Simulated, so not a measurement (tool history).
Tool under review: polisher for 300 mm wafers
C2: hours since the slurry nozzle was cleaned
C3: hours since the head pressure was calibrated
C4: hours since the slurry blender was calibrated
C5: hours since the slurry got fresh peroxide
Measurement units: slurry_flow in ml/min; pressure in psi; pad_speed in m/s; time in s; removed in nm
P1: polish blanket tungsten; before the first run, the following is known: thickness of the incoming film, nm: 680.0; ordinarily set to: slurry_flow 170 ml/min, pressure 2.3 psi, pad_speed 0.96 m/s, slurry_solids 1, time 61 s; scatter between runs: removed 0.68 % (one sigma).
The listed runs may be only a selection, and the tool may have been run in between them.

run 1 hour=4.5 | slurry_flow=170 pressure=2.3 pad_speed=0.96 slurry_solids=1 time=61 | wafers_polished_on_this_pad=203 C2=116.3 C3=683.7 C4=55 C5=51.5 | removed=150.94
run 2 hour=8.7 | slurry_flow=170 pressure=2.3 pad_speed=0.96 slurry_solids=1 time=33 | wafers_polished_on_this_pad=243 C2=120.5 C3=687.9 C4=59.2 C5=55.7 | removed=81.818
run 3 hour=14.2 | slurry_flow=170 pressure=2.3 pad_speed=0.96 slurry_solids=1 time=61 | wafers_polished_on_this_pad=294 C2=126 C3=693.4 C4=64.7 C5=61.2 | removed=147.43
run 4 hour=20.2 | slurry_flow=170 pressure=2.3 pad_speed=0.96 slurry_solids=1 time=61 | wafers_polished_on_this_pad=351 C2=132 C3=699.4 C4=70.7 C5=67.2 | removed=150.36
run 5 hour=25.2 | slurry_flow=170 pressure=1.1 pad_speed=0.96 slurry_solids=1 time=61 | wafers_polished_on_this_pad=398 C2=137 C3=704.4 C4=75.7 C5=72.2 | removed=72.29
run 6 hour=31.9 | slurry_flow=170 pressure=2.3 pad_speed=0.58 slurry_solids=1 time=61 | wafers_polished_on_this_pad=460 C2=143.7 C3=711.1 C4=82.4 C5=78.9 | removed=90.675
run 7 hour=37.4 | slurry_flow=265 pressure=2.3 pad_speed=0.96 slurry_solids=1 time=61 | wafers_polished_on_this_pad=512 C2=149.2 C3=716.6 C4=87.9 C5=84.4 | removed=156.63
run 8 hour=43.5 | slurry_flow=170 pressure=1.1 pad_speed=0.48 slurry_solids=1 time=61 | wafers_polished_on_this_pad=569 C2=155.3 C3=722.7 C4=94 C5=90.5 | removed=35.846
run 9 hour=47.9 | slurry_flow=170 pressure=2.3 pad_speed=0.96 slurry_solids=1 time=61 | wafers_polished_on_this_pad=611 C2=159.7 C3=727.1 C4=98.4 C5=94.9 | removed=147.91
run 10 hour=54.8 | slurry_flow=170 pressure=1 pad_speed=0.96 slurry_solids=1 time=94 | wafers_polished_on_this_pad=675 C2=166.6 C3=734 C4=105.3 C5=101.8 | removed=101.3
run 11 hour=61.8 | slurry_flow=120 pressure=2.3 pad_speed=0.96 slurry_solids=1 time=61 | wafers_polished_on_this_pad=741 C2=173.6 C3=741 C4=112.3 C5=108.8 | removed=139.59
run 12 hour=67.2 | slurry_flow=170 pressure=3.6 pad_speed=0.96 slurry_solids=1 time=61 | wafers_polished_on_this_pad=792 C2=179 C3=746.4 C4=117.7 C5=114.2 | removed=236.9
run 13 hour=72.7 | slurry_flow=170 pressure=2.3 pad_speed=1.32 slurry_solids=1 time=61 | wafers_polished_on_this_pad=843 C2=184.5 C3=751.9 C4=123.2 C5=119.7 | removed=206.12
run 14 hour=75.9 | slurry_flow=170 pressure=2.3 pad_speed=0.96 slurry_solids=1 time=83 | wafers_polished_on_this_pad=873 C2=187.7 C3=755.1 C4=126.4 C5=122.9 | removed=202.12
run 15 hour=79.9 | slurry_flow=170 pressure=2.3 pad_speed=0.96 slurry_solids=1.4 time=61 | wafers_polished_on_this_pad=911 C2=191.7 C3=759.1 C4=130.4 C5=126.9 | removed=163.69
run 16 hour=86.8 | slurry_flow=100 pressure=2.3 pad_speed=0.96 slurry_solids=1 time=42 | wafers_polished_on_this_pad=976 C2=198.6 C3=766 C4=137.3 C5=133.8 | removed=92.93
run 17 hour=92.2 | slurry_flow=170 pressure=2.3 pad_speed=0.96 slurry_solids=0.7 time=61 | wafers_polished_on_this_pad=1026 C2=204 C3=771.4 C4=142.7 C5=139.2 | removed=138.3
run 18 hour=98.3 | slurry_flow=170 pressure=2.3 pad_speed=0.96 slurry_solids=1 time=61 | wafers_polished_on_this_pad=1084 C2=210.1 C3=777.5 C4=148.8 C5=145.3 | removed=150.11
run 19 hour=103.7 | slurry_flow=170 pressure=2.3 pad_speed=0.96 slurry_solids=1 time=61 | wafers_polished_on_this_pad=1134 C2=215.5 C3=782.9 C4=154.2 C5=150.7 | removed=149.65
run 20 hour=110.4 | slurry_flow=170 pressure=2.3 pad_speed=0.96 slurry_solids=1 time=61 | wafers_polished_on_this_pad=1197 C2=222.2 C3=789.6 C4=160.9 C5=157.4 | removed=147.15
run 21 hour=115.7 | slurry_flow=170 pressure=2.3 pad_speed=0.96 slurry_solids=1 time=61 | wafers_polished_on_this_pad=1247 C2=227.5 C3=794.9 C4=166.2 C5=162.7 | removed=144.54
run 22 hour=119.7 | slurry_flow=170 pressure=2.3 pad_speed=0.96 slurry_solids=1 time=61 | wafers_polished_on_this_pad=1284 C2=231.5 C3=798.9 C4=170.2 C5=166.7 | removed=143.09
run 23 hour=124.5 | slurry_flow=170 pressure=2.3 pad_speed=0.96 slurry_solids=1 time=61 | wafers_polished_on_this_pad=1330 C2=236.3 C3=803.7 C4=175 C5=171.5 | removed=141.12
run 24 hour=127.7 | slurry_flow=170 pressure=2.3 pad_speed=0.96 slurry_solids=1 time=61 | wafers_polished_on_this_pad=1360 C2=239.5 C3=806.9 C4=178.2 C5=174.7 | removed=140.14
-- hour=129.6 slurry tank refilled with fresh slurry and peroxide
-- hour=130.1 worn pad replaced by a new one
-- hour=132.4 head pressure recalibrated
run 25 hour=132.5 | slurry_flow=170 pressure=2.3 pad_speed=0.96 slurry_solids=1 time=61 | wafers_polished_on_this_pad=23 C2=244.3 C3=0.1 C4=183 C5=2.9 | removed=140.55
run 26 hour=139.1 | slurry_flow=170 pressure=2.3 pad_speed=0.96 slurry_solids=1 time=61 | wafers_polished_on_this_pad=85 C2=250.9 C3=6.7 C4=189.6 C5=9.5 | removed=138.42

Estimate the outcome of run 27 from the log above:
run 27 hour=144 | slurry_flow=170 pressure=2.3 pad_speed=0.96 slurry_solids=1 time=61 | wafers_polished_on_this_pad=131 C2=255.8 C3=11.6 C4=194.5 C5=14.4 | removed=?

removed: 140.63 nm
